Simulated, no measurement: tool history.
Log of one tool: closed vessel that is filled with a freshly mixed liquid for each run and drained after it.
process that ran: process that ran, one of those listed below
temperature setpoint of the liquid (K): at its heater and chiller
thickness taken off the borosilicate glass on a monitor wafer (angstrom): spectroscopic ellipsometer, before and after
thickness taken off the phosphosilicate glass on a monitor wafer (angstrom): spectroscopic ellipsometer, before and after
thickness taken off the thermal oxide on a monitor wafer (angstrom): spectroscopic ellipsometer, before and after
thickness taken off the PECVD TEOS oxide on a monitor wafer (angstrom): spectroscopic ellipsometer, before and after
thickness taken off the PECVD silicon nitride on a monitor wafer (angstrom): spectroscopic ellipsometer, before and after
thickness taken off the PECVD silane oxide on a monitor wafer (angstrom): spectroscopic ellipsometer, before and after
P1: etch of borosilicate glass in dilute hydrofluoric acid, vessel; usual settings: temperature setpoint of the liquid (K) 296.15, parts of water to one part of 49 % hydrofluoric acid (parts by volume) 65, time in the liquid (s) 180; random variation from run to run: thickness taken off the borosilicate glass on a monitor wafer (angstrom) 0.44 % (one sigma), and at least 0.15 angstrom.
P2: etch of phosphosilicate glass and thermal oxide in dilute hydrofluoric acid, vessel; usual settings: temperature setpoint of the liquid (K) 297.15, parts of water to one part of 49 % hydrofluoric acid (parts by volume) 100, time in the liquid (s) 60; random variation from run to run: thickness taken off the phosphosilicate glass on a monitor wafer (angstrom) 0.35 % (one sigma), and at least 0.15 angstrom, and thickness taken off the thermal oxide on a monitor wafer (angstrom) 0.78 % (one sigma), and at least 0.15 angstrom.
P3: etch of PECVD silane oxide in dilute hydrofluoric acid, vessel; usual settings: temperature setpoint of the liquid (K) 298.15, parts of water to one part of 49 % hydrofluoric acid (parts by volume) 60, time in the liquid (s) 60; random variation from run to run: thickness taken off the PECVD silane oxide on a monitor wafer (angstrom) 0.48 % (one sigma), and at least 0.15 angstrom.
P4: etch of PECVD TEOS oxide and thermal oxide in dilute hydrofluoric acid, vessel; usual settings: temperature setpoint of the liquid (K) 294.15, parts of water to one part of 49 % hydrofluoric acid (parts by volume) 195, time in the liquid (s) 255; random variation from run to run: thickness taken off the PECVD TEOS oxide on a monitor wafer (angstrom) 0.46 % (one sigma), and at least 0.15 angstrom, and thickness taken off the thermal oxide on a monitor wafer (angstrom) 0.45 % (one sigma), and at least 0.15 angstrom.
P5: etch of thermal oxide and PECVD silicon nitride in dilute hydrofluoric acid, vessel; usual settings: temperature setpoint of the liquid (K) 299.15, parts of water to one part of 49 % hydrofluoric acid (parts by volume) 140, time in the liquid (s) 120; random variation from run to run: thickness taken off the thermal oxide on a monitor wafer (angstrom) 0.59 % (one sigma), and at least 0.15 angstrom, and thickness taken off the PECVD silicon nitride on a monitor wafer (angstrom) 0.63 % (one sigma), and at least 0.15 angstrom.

| run | day | process that ran | temperature setpoint of the liquid (K) | parts of water to one part of 49 % hydrofluoric acid (parts by volume) | time in the liquid (s) | hours since the thermometer was replaced | hours since the hydrofluoric acid flow meter was replaced | thickness taken off the borosilicate glass on a monitor wafer (angstrom) | thickness taken off the phosphosilicate glass on a monitor wafer (angstrom) | thickness taken off the thermal oxide on a monitor wafer (angstrom) | thickness taken off the PECVD TEOS oxide on a monitor wafer (angstrom) | thickness taken off the PECVD silicon nitride on a monitor wafer (angstrom) | thickness taken off the PECVD silane oxide on a monitor wafer (angstrom) |
|---|---|---|---|---|---|---|---|---|---|---|---|---|---|
| 1 | 0.317 | P1 | 296.15 | 65 | 180 | 1373.0 | 682.7 | 552.050 |  |  |  |  |  |
| 2 | 0.504 | P2 | 297.15 | 30 | 60 | 1377.5 | 687.2 |  | 3216.40 | 103.830 |  |  |  |
| 3 | 0.692 | P4 | 294.15 | 195 | 255 | 1382.0 | 691.7 |  |  | 48.674 | 138.82 |  |  |
| 4 | 0.917 | P1 | 296.15 | 65 | 30 | 1387.4 | 697.1 | 92.215 |  |  |  |  |  |
| 5 | 1.083 | P2 | 297.15 | 100 | 30 | 1391.4 | 701.1 |  | 437.73 | 14.307 |  |  |  |
| 6 | 1.233 | P1 | 290.15 | 65 | 180 | 1395.0 | 704.7 | 429.630 |  |  |  |  |  |
| 7 | 1.421 | P5 | 299.15 | 140 | 120 | 1399.5 | 709.2 |  |  | 44.417 |  | 43.163 |  |
| 8 | 1.721 | P4 | 300.15 | 195 | 255 | 1406.7 | 716.4 |  |  | 60.661 | 173.57 |  |  |
| 9 | 1.958 | P5 | 294.15 | 140 | 120 | 1412.4 | 722.1 |  |  | 36.711 |  | 30.721 |  |
| 10 | 2.283 | P2 | 304.15 | 100 | 60 | 1420.2 | 729.9 |  | 1151.00 | 36.975 |  |  |  |
|  | 2.329 | hydrofluoric acid flow meter replaced |
| 11 | 2.425 | P3 | 298.15 | 60 | 30 | 1423.6 | 2.4 |  |  |  |  |  | 135.06 |
| 12 | 2.733 | P1 | 296.15 | 65 | 180 | 1431.0 | 9.8 | 554.300 |  |  |  |  |  |
| 13 | 2.975 | P5 | 299.15 | 255 | 120 | 1436.8 | 15.6 |  |  | 21.890 |  | 23.362 |  |
| 14 | 3.242 | P3 | 298.15 | 60 | 60 | 1443.2 | 22.0 |  |  |  |  |  | 270.42 |
| 15 | 3.425 | P5 | 299.15 | 140 | 175 | 1447.6 | 26.4 |  |  | 64.812 |  | 62.372 |  |
| 16 | 3.721 | P1 | 300.15 | 65 | 180 | 1454.7 | 33.5 | 648.930 |  |  |  |  |  |
| 17 | 4.000 | P1 | 296.15 | 30 | 180 | 1461.4 | 40.2 | 1251.100 |  |  |  |  |  |
| 18 | 4.275 | P4 | 294.15 | 45 | 255 | 1468.0 | 46.8 |  |  | 248.960 | 707.85 |  |  |
| 19 | 4.458 | P1 | 296.15 | 65 | 310 | 1472.4 | 51.2 | 949.210 |  |  |  |  |  |
| 20 | 4.733 | P1 | 296.15 | 25 | 30 | 1479.0 | 57.8 | 251.470 |  |  |  |  |  |
| 21 | 4.917 | P1 | 296.15 | 65 | 180 | 1483.4 | 62.2 | 554.390 |  |  |  |  |  |
| 22 | 5.125 | P1 | 296.15 | 65 | 180 | 1488.4 | 67.2 | 550.580 |  |  |  |  |  |
| 23 | 5.338 | P1 | 301.65 | 20 | 180 | 1493.5 | 72.3 | 2393.900 |  |  |  |  |  |
| 24 | 5.542 | P1 | 296.15 | 65 | 180 | 1498.4 | 77.2 | 550.190 |  |  |  |  |  |
| 25 | 5.725 | P1 | 296.15 | 110 | 180 | 1502.8 | 81.6 | 308.160 |  |  |  |  |  |
| 26 | 5.879 | P5 | 299.15 | 140 | 120 | 1506.5 | 85.3 |  |  | 44.062 |  | 42.630 |  |
| 27 | 6.046 | P3 | 298.15 | 20 | 60 | 1510.5 | 89.3 |  |  |  |  |  | 860.01 |
| 28 | 6.312 | P2 | 297.15 | 100 | 60 | 1516.9 | 95.7 |  | 876.21 | 28.415 |  |  |  |
| 29 | 6.621 | P3 | 306.15 | 60 | 60 | 1524.3 | 103.1 |  |  |  |  |  | 372.63 |
| 30 | 6.892 | P4 | 294.15 | 195 | 450 | 1530.8 | 109.6 |  |  | 85.964 | 243.72 |  |  |
| 31 | 7.046 | P1 | 296.15 | 65 | 180 | 1534.5 | 113.3 | 550.300 |  |  |  |  |  |

Run 32 comes next. What will it give?
| 32 | 7.229 | P2 | 297.15 | 100 | 60 | 1538.9 | 117.7 |  | ? | ? |  |  |  |

Run 32 gave thickness taken off the phosphosilicate glass on a monitor wafer (angstrom) 881.83, thickness taken off the thermal oxide on a monitor wafer (angstrom) 28.964.
